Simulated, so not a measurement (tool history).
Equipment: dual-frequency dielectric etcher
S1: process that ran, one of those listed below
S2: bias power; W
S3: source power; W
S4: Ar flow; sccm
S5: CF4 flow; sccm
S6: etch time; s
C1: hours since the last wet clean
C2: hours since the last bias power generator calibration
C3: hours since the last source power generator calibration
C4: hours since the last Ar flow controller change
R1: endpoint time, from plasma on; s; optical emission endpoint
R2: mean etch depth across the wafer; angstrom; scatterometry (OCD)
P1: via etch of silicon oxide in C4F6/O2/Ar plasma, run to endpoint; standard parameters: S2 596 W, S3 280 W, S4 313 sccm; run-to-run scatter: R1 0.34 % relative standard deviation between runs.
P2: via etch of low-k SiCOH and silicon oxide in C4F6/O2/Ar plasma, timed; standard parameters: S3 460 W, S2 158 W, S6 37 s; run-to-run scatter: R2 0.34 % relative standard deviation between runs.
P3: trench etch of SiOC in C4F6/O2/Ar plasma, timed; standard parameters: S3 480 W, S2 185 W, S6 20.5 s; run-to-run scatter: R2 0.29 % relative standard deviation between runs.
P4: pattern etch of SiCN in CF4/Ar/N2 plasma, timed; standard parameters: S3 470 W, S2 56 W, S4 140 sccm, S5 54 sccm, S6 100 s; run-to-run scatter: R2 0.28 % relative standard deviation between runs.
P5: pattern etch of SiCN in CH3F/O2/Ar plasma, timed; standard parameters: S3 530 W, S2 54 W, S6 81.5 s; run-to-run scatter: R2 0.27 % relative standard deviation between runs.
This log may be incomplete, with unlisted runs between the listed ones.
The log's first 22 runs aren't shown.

run,day,S1,S2,S3,S4,S5,S6,C1,C2,C3,C4,R1,R2
23,5.454,P5,54,740,,,81.5,383.5,1298.5,3802.6,1881.5,,346.6
24,5.708,P3,185,300,,,20.5,389.6,1304.6,3808.7,1887.6,,384.33
25,5.996,P3,248,480,,,20.5,396.5,1311.5,3815.6,1894.5,,509.67
26,6.208,P2,158,460,,,37,401.6,1316.6,3820.7,1899.6,,901.59
27,6.362,P5,54,530,,,81.5,405.3,1320.3,3824.4,1903.3,,304.25
28,6.633,P1,596,230,313,,,411.8,1326.8,3830.9,1909.8,44.413,
29,6.783,P1,700,350,313,,,415.4,1330.4,3834.5,1913.4,35.855,
30,6.962,P3,185,480,,,20.5,419.7,1334.7,3838.8,1917.7,,461.67
31,7.171,P1,596,370,313,,,424.7,1339.7,3843.8,1922.7,37.562,
32,7.367,P4,56,370,140,54,100,429.4,1344.4,3848.5,1927.4,,599.75

Run 33 has not been measured yet. What should we expect?
33,7.629,P1,596,280,313,,,435.7,1350.7,3854.8,1933.7,?,

{"run 33": {"R1": 41.526}}
